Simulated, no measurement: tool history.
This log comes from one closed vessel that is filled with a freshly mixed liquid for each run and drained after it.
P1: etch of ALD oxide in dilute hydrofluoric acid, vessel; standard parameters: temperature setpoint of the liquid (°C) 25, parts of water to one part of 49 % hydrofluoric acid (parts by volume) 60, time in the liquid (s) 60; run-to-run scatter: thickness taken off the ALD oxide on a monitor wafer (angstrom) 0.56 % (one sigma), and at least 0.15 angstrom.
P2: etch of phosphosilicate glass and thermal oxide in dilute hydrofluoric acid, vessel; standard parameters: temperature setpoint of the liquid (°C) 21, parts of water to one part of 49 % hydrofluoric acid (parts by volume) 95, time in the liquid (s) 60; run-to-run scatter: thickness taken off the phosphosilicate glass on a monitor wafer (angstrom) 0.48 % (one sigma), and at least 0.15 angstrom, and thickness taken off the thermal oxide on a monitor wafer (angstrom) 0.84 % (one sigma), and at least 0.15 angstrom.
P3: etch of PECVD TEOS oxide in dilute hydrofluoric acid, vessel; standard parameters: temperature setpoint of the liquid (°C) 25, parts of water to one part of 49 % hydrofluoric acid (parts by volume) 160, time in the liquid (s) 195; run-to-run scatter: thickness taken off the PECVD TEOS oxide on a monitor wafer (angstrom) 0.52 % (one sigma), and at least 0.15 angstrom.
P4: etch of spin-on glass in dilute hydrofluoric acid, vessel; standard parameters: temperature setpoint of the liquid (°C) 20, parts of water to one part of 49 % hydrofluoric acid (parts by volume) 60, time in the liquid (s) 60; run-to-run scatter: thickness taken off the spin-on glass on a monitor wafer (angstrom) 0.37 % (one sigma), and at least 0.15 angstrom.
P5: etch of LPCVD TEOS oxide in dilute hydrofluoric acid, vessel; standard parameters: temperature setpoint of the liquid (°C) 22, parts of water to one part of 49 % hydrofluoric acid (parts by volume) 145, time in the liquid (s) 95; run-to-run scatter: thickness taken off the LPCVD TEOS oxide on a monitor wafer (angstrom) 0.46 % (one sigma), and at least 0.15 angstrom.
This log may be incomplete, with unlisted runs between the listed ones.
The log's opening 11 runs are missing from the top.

run     day  process that ran  temperature setpoint of the liquid (°C)  parts of water to one part of 49 % hydrofluoric acid (parts by volume)  time in the liquid (s)  hours since the thermometer was replaced  hours since the hydrofluoric acid flow meter was replaced  thickness taken off the ALD oxide on a monitor wafer (angstrom)  thickness taken off the LPCVD TEOS oxide on a monitor wafer (angstrom)  thickness taken off the phosphosilicate glass on a monitor wafer (angstrom)  thickness taken off the thermal oxide on a monitor wafer (angstrom)  thickness taken off the spin-on glass on a monitor wafer (angstrom)  thickness taken off the PECVD TEOS oxide on a monitor wafer (angstrom)
 12   6.846                P4                                       24                                                                      60                      60                                     624.6                                                      522.9                                                                                                                                                                                                                                                                                                                                                          524.31
 13   7.329                P3                                       25                                                                     250                     195                                     636.2                                                      534.5                                                                                                                                                                                                                                                                                                                                                                                                                                  88.219
 14   7.862                P4                                       20                                                                      60                      60                                     649.0                                                      547.3                                                                                                                                                                                                                                                                                                                                                          442.15
 15   8.300                P1                                       31                                                                      25                      60                                     659.5                                                      557.8                                                          588.380
 16   8.900                P1                                       25                                                                      60                     100                                     673.9                                                      572.2                                                          309.270
 17   9.404                P2                                       21                                                                      95                      60                                     686.0                                                      584.3                                                                                                                                                                                                                792.94                                                               26.431
 18   9.812                P1                                       31                                                                      40                      60                                     695.8                                                      594.1                                                          361.430
 19  10.525                P2                                       21                                                                      95                      60                                     712.9                                                      611.2                                                                                                                                                                                                                791.49                                                               26.473
 20  11.225                P3                                       25                                                                     160                     195                                     729.7                                                      628.0                                                                                                                                                                                                                                                                                                                                                                                                                                 151.040

Forecast run 21:
 21  11.588                P1                                       25                                                                      60                      60                                     738.4                                                      636.7                                                                ?

{"run 21": {"thickness taken off the ALD oxide on a monitor wafer (angstrom)": 183.75}}
